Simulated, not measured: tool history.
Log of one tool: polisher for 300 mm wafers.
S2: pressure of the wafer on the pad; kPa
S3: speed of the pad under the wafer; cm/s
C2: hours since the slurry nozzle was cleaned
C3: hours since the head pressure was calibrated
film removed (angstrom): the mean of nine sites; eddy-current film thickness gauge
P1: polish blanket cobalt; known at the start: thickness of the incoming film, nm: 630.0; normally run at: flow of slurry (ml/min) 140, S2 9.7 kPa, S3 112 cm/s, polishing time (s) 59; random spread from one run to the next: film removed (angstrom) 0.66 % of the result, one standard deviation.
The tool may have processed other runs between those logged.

Run 1, hour 11.9: flow of slurry (ml/min) 140, S2 9.7 kPa, S3 112 cm/s, polishing time (s) 59; wafers polished on this pad 661; C2 165.4; C3 294.9. Result: film removed (angstrom) 2299.
Run 2, hour 23.5: flow of slurry (ml/min) 140, S2 9.7 kPa, S3 112 cm/s, polishing time (s) 59; wafers polished on this pad 753; C2 177; C3 306.5. Result: film removed (angstrom) 2305.7.
Run 3, hour 34.2: flow of slurry (ml/min) 140, S2 4.8 kPa, S3 112 cm/s, polishing time (s) 43; wafers polished on this pad 837; C2 187.7; C3 317.2. Result: film removed (angstrom) 836.62.
Run 4, hour 44.9: flow of slurry (ml/min) 140, S2 4.1 kPa, S3 112 cm/s, polishing time (s) 59; wafers polished on this pad 922; C2 198.4; C3 327.9. Result: film removed (angstrom) 989.6.
Run 5, hour 59.8: flow of slurry (ml/min) 140, S2 9.7 kPa, S3 112 cm/s, polishing time (s) 59; wafers polished on this pad 1040; C2 213.3; C3 342.8. Result: film removed (angstrom) 2299.8.
Run 6, hour 71.2: flow of slurry (ml/min) 140, S2 9.7 kPa, S3 112 cm/s, polishing time (s) 59; wafers polished on this pad 1130; C2 224.7; C3 354.2. Result: film removed (angstrom) 2304.6.
Run 7, hour 84.4: flow of slurry (ml/min) 140, S2 9.7 kPa, S3 112 cm/s, polishing time (s) 59; wafers polished on this pad 1235; C2 237.9; C3 367.4. Result: film removed (angstrom) 2307.7.
Run 8, hour 99: flow of slurry (ml/min) 85, S2 9.7 kPa, S3 112 cm/s, polishing time (s) 59; wafers polished on this pad 1350; C2 252.5; C3 382. Result: film removed (angstrom) 2033.5.
Run 9, hour 106.1: flow of slurry (ml/min) 140, S2 4.8 kPa, S3 176 cm/s, polishing time (s) 59; wafers polished on this pad 1407; C2 259.6; C3 389.1. Result: film removed (angstrom) 1789.3.
Run 10, hour 115.8: flow of slurry (ml/min) 140, S2 9.7 kPa, S3 112 cm/s, polishing time (s) 59; wafers polished on this pad 1483; C2 269.3; C3 398.8. Result: film removed (angstrom) 2307.6.
Run 11, hour 129.1: flow of slurry (ml/min) 215, S2 9.7 kPa, S3 112 cm/s, polishing time (s) 59; wafers polished on this pad 1589; C2 282.6; C3 412.1. Result: film removed (angstrom) 2471.6.
Run 12, hour 141.4: flow of slurry (ml/min) 140, S2 9.7 kPa, S3 56 cm/s, polishing time (s) 59; wafers polished on this pad 1686; C2 294.9; C3 424.4. Result: film removed (angstrom) 1150.4.
Run 13, hour 157.6: flow of slurry (ml/min) 140, S2 9.7 kPa, S3 112 cm/s, polishing time (s) 84; wafers polished on this pad 1814; C2 311.1; C3 440.6. Result: film removed (angstrom) 3283.3.
Run 14, hour 165.5: flow of slurry (ml/min) 140, S2 15.2 kPa, S3 112 cm/s, polishing time (s) 59; wafers polished on this pad 1877; C2 319; C3 448.5. Result: film removed (angstrom) 3589.6.
Run 15, hour 175.6: flow of slurry (ml/min) 140, S2 9.7 kPa, S3 112 cm/s, polishing time (s) 28; wafers polished on this pad 1957; C2 329.1; C3 458.6. Result: film removed (angstrom) 1093.6.
Run 16, hour 188.6: flow of slurry (ml/min) 140, S2 9.7 kPa, S3 112 cm/s, polishing time (s) 59; wafers polished on this pad 2060; C2 342.1; C3 471.6. Result: film removed (angstrom) 2321.6.
Run 17, hour 199.4: flow of slurry (ml/min) 105, S2 9.7 kPa, S3 112 cm/s, polishing time (s) 40; wafers polished on this pad 2145; C2 352.9; C3 482.4. Result: film removed (angstrom) 1482.9.
Run 18, hour 213.2: flow of slurry (ml/min) 140, S2 9.7 kPa, S3 176 cm/s, polishing time (s) 59; wafers polished on this pad 2254; C2 366.7; C3 496.2. Result: film removed (angstrom) 3634.6.
Run 19, hour 225.9: flow of slurry (ml/min) 140, S2 9.7 kPa, S3 112 cm/s, polishing time (s) 59; wafers polished on this pad 2355; C2 379.4; C3 508.9. Result: film removed (angstrom) 2286.
Run 20, hour 239.6: flow of slurry (ml/min) 140, S2 9.7 kPa, S3 112 cm/s, polishing time (s) 59; wafers polished on this pad 2463; C2 393.1; C3 522.6. Result: film removed (angstrom) 2203.5.
Run 21, hour 253.9: flow of slurry (ml/min) 140, S2 9.7 kPa, S3 112 cm/s, polishing time (s) 59; wafers polished on this pad 2576; C2 407.4; C3 536.9. Result: film removed (angstrom) 2223.7.
Run 22, hour 262.5: flow of slurry (ml/min) 140, S2 9.7 kPa, S3 112 cm/s, polishing time (s) 59; wafers polished on this pad 2644; C2 416; C3 545.5. Result: film removed (angstrom) 2172.3.
Run 23, hour 278.1: flow of slurry (ml/min) 140, S2 9.7 kPa, S3 112 cm/s, polishing time (s) 59; wafers polished on this pad 2768; C2 431.6; C3 561.1. Result: film removed (angstrom) 2181.9.
Run 24, hour 288.9: flow of slurry (ml/min) 140, S2 9.7 kPa, S3 112 cm/s, polishing time (s) 59; wafers polished on this pad 2853; C2 442.4; C3 571.9. Result: film removed (angstrom) 2150.3.
At hour 296.8: worn pad replaced by a new one.
Run 25, hour 298.1: flow of slurry (ml/min) 140, S2 9.7 kPa, S3 112 cm/s, polishing time (s) 59; wafers polished on this pad 10; C2 451.6; C3 581.1. Result: film removed (angstrom) 2118.
Run 26, hour 307.3: flow of slurry (ml/min) 140, S2 9.7 kPa, S3 112 cm/s, polishing time (s) 59; wafers polished on this pad 83; C2 460.8; C3 590.3. Result: film removed (angstrom) 2124.8.
Run 27, hour 317.9: flow of slurry (ml/min) 140, S2 9.7 kPa, S3 112 cm/s, polishing time (s) 59; wafers polished on this pad 167; C2 471.4; C3 600.9. Result: film removed (angstrom) 2110.7.
Run 28, hour 329: flow of slurry (ml/min) 140, S2 9.7 kPa, S3 112 cm/s, polishing time (s) 59; wafers polished on this pad 254; C2 482.5; C3 612. Result: film removed (angstrom) 2120.9.
Run 29, hour 338.7: flow of slurry (ml/min) 140, S2 9.7 kPa, S3 112 cm/s, polishing time (s) 59; wafers polished on this pad 331; C2 492.2; C3 621.7. Result: film removed (angstrom) 2137.6.
Run 30, hour 354.2: flow of slurry (ml/min) 140, S2 9.7 kPa, S3 112 cm/s, polishing time (s) 59; wafers polished on this pad 454; C2 507.7; C3 637.2. Result: film removed (angstrom) 2122.6.

Compared with where it was, what P1 gives has crept away. Each cause listed below fits the log as well as the rest, at the size given for it:
A: head's pressure below its setpoint, % = 8.12
B: slurry flow missing at the pad, % = 31.8
The process output started creeping at around hour 225.9.
Ruled out, with reasons:
removal rate lost through wear of the pad, %: work on it at hour 296.8, done after the drift set in, did not restore what the process gave before

Which of the check runs below tells the causes apart, meaning the causes would give it clearly different results? Each run uses 5 wafers whose results are averaged, and each result is shown as a question mark.
Run check 1, hour 369.7: flow of slurry (ml/min) 140, S2 9.7 kPa, S3 168 cm/s, polishing time (s) 59. Result: film removed (angstrom) ?.
Run check 2, hour 369.7: flow of slurry (ml/min) 140, S2 9.7 kPa, S3 154 cm/s, polishing time (s) 39. Result: film removed (angstrom) ?.
Run check 3, hour 369.7: flow of slurry (ml/min) 205, S2 9.7 kPa, S3 166 cm/s, polishing time (s) 59. Result: film removed (angstrom) ?.
Run check 4, hour 369.7: flow of slurry (ml/min) 140, S2 14.5 kPa, S3 112 cm/s, polishing time (s) 59. Result: film removed (angstrom) ?.

Predicted outcomes, by check and by cause:
  check                   result    if A    if B
check 1  film removed (angstrom)  3177.4  3177.8
check 2  film removed (angstrom)  1925.3  1925.5
check 3  film removed (angstrom)  3331.8  3416.1
check 4  film removed (angstrom)  3177.4  3177.8
Distance between the nearest two causes, measured in the result of the check that separates them most: check 1 0.01 %; check 2 0.01 %; check 3 2.5 %; check 4 0.01 %
Check 3 tells the causes apart: in the others they would give nearly the same result.

Check 3 has now been run. It gave: film removed (angstrom) 3349.6. Which of the candidate causes is it?

Of the candidate causes, it is A: head's pressure below its setpoint, %.

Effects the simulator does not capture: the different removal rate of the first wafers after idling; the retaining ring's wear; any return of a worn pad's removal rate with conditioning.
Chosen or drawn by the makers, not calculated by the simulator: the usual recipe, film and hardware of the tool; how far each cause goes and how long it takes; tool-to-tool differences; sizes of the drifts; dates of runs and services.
